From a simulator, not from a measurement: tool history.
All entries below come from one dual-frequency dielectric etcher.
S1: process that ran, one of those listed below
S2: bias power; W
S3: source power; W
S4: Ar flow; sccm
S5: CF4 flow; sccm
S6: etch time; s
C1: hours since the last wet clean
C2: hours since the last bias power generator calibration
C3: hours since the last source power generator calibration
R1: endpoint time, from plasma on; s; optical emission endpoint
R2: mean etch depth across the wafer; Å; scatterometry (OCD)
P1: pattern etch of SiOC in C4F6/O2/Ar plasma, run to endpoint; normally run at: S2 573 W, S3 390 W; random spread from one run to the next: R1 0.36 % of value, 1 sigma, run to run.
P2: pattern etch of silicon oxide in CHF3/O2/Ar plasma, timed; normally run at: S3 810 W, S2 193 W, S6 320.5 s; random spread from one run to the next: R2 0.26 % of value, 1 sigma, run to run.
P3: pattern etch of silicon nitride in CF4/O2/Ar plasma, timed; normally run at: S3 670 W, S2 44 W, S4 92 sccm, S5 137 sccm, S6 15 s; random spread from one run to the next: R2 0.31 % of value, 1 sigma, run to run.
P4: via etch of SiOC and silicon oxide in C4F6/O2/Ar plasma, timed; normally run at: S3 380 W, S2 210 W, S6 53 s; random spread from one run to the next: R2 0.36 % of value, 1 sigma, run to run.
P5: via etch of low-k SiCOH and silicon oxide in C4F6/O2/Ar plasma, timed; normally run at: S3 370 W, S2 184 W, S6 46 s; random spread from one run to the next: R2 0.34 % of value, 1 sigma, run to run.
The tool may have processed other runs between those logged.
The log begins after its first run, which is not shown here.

Run 2, hour 11.9: S1 P3, S2 44 W, S3 470 W, S4 92 sccm, S5 137 sccm, S6 15 s; C1 127.5; C2 953; C3 2712.3. Result: R2 267.47 Å.
Run 3, hour 19.3: S1 P5, S2 184 W, S3 370 W, S6 46 s; C1 134.9; C2 960.4; C3 2719.7. Result: R2 1179.8 Å.
Run 4, hour 23.9: S1 P4, S2 210 W, S3 240 W, S6 53 s; C1 139.5; C2 965; C3 2724.3. Result: R2 516.91 Å.
Run 5, hour 27.8: S1 P1, S2 573 W, S3 390 W; C1 143.4; C2 968.9; C3 2728.2. Result: R1 13.292 s.
Run 6, hour 33.4: S1 P3, S2 44 W, S3 670 W, S4 92 sccm, S5 137 sccm, S6 15 s; C1 149; C2 974.5; C3 2733.8. Result: R2 365.11 Å.
Run 7, hour 39.9: S1 P3, S2 44 W, S3 670 W, S4 92 sccm, S5 137 sccm, S6 22 s; C1 155.5; C2 981; C3 2740.3. Result: R2 534.58 Å.
Run 8, hour 45.4: S1 P5, S2 184 W, S3 370 W, S6 59 s; C1 161; C2 986.5; C3 2745.8. Result: R2 1514.1 Å.
Run 9, hour 49.9: S1 P5, S2 258 W, S3 370 W, S6 46 s; C1 165.5; C2 991; C3 2750.3. Result: R2 1326.7 Å.
Run 10, hour 54.1: S1 P4, S2 210 W, S3 380 W, S6 53 s; C1 169.7; C2 995.2; C3 2754.5. Result: R2 611.98 Å.
Run 11, hour 60.3: S1 P1, S2 345 W, S3 390 W; C1 175.9; C2 1001.4; C3 2760.7. Result: R1 16.115 s.
Run 12, hour 64.1: S1 P1, S2 573 W, S3 390 W; C1 179.7; C2 1005.2; C3 2764.5. Result: R1 13.302 s.
Run 13, hour 68.9: S1 P1, S2 573 W, S3 390 W; C1 184.5; C2 1010; C3 2769.3. Result: R1 13.305 s.
Run 14, hour 74.2: S1 P3, S2 44 W, S3 670 W, S4 92 sccm, S5 137 sccm, S6 15 s; C1 189.8; C2 1015.3; C3 2774.6. Result: R2 363.79 Å.
Run 15, hour 81.8: S1 P2, S2 193 W, S3 540 W, S6 320.5 s; C1 197.4; C2 1022.9; C3 2782.2. Result: R2 6179.3 Å.
Run 16, hour 87.1: S1 P5, S2 184 W, S3 470 W, S6 46 s; C1 202.7; C2 1028.2; C3 2787.5. Result: R2 1297.6 Å.
Run 17, hour 94.1: S1 P1, S2 573 W, S3 390 W; C1 209.7; C2 1035.2; C3 2794.5. Result: R1 13.324 s.
Run 18, hour 100.2: S1 P2, S2 193 W, S3 810 W, S6 320.5 s; C1 215.8; C2 1041.3; C3 2800.6. Result: R2 7184.2 Å.
Run 19, hour 107.7: S1 P4, S2 147 W, S3 380 W, S6 53 s; C1 223.3; C2 1048.8; C3 2808.1. Result: R2 549.79 Å.
Run 20, hour 114.2: S1 P4, S2 210 W, S3 380 W, S6 73 s; C1 229.8; C2 1055.3; C3 2814.6. Result: R2 848.55 Å.

Predict the results of run 21:
Run 21, hour 120: S1 P3, S2 44 W, S3 670 W, S4 121 sccm, S5 137 sccm, S6 15 s; C1 235.6; C2 1061.1; C3 2820.4. Result: R2 ?.

R2: 354.22 Å
